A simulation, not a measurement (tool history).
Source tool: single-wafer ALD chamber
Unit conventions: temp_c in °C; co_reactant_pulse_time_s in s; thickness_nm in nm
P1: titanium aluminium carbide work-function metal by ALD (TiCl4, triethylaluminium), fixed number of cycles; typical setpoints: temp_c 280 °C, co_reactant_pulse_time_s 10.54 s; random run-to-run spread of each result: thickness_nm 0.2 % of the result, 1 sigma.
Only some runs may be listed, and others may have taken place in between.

run	hour	temp_c	co_reactant_pulse_time_s	thickness_nm
1	10.2	280	10.54	1.8381
2	29.1	280	10.54	1.8375
3	43.3	301	10.54	2.0128
4	62.2	290	6.05	1.7286
5	78.6	280	6.39	1.6739
6	91.7	293	4.36	1.5538
7	104.2	256	10.54	1.6332
8	113.7	280	10.54	1.8302
9	132.2	280	10.54	1.8306
10	140.6	280	16.13	1.8772
11	154.3	280	10.54	1.8341
12	163.0	280	10.54	1.8412
13	181.7	280	10.54	1.8274
14	194.0	280	10.54	1.8339
15	209.4	280	10.54	1.8142
16	219.6	280	10.54	1.8101
17	232.4	280	10.54	1.7968
18	247.9	280	10.54	1.7977
19	263.6	280	10.54	1.7938
20	278.7	280	10.54	1.7876
21	288.7	280	10.54	1.7837
22	297.8	280	10.54	1.7813

What P1 gives has crept off from where it sat before. The 2 causes that follow fit the log equally well, each at the size noted:
A: wafer temperature below the value expected at the setpoint (K) = 5.44
B: triethylaluminium dose below that of a fresh bottle (%) = 18.1
The onset of the drift is placed at about hour 194.0.

Each of the 4 check runs below uses one wafer; its results are left as question marks. Which run tells the causes apart?
check 1	306.9	259	10.54	?
check 2	306.9	266	6.56	?
check 3	306.9	269	10.54	?
check 4	306.9	300	10.54	?

If the cause were each of the candidates in turn, the checks would give the following:
check	result	if A	if B
check 1	thickness_nm	1.6104	1.6138
check 2	thickness_nm	1.5354	1.4846
check 3	thickness_nm	1.6937	1.6957
check 4	thickness_nm	1.9585	1.9551
Gap, in per cent, between the two causes that each check separates least, read from the result that separates them most: check 1 0.21 %; check 2 3.36 %; check 3 0.11 %; check 4 0.17 %
Only check 2 tells the causes apart: in the others they would give nearly the same result.

Check 2 was carried out, with these results: thickness_nm 1.4826 nm. Which of the listed causes is responsible?

It was cause B: triethylaluminium dose below that of a fresh bottle (%).

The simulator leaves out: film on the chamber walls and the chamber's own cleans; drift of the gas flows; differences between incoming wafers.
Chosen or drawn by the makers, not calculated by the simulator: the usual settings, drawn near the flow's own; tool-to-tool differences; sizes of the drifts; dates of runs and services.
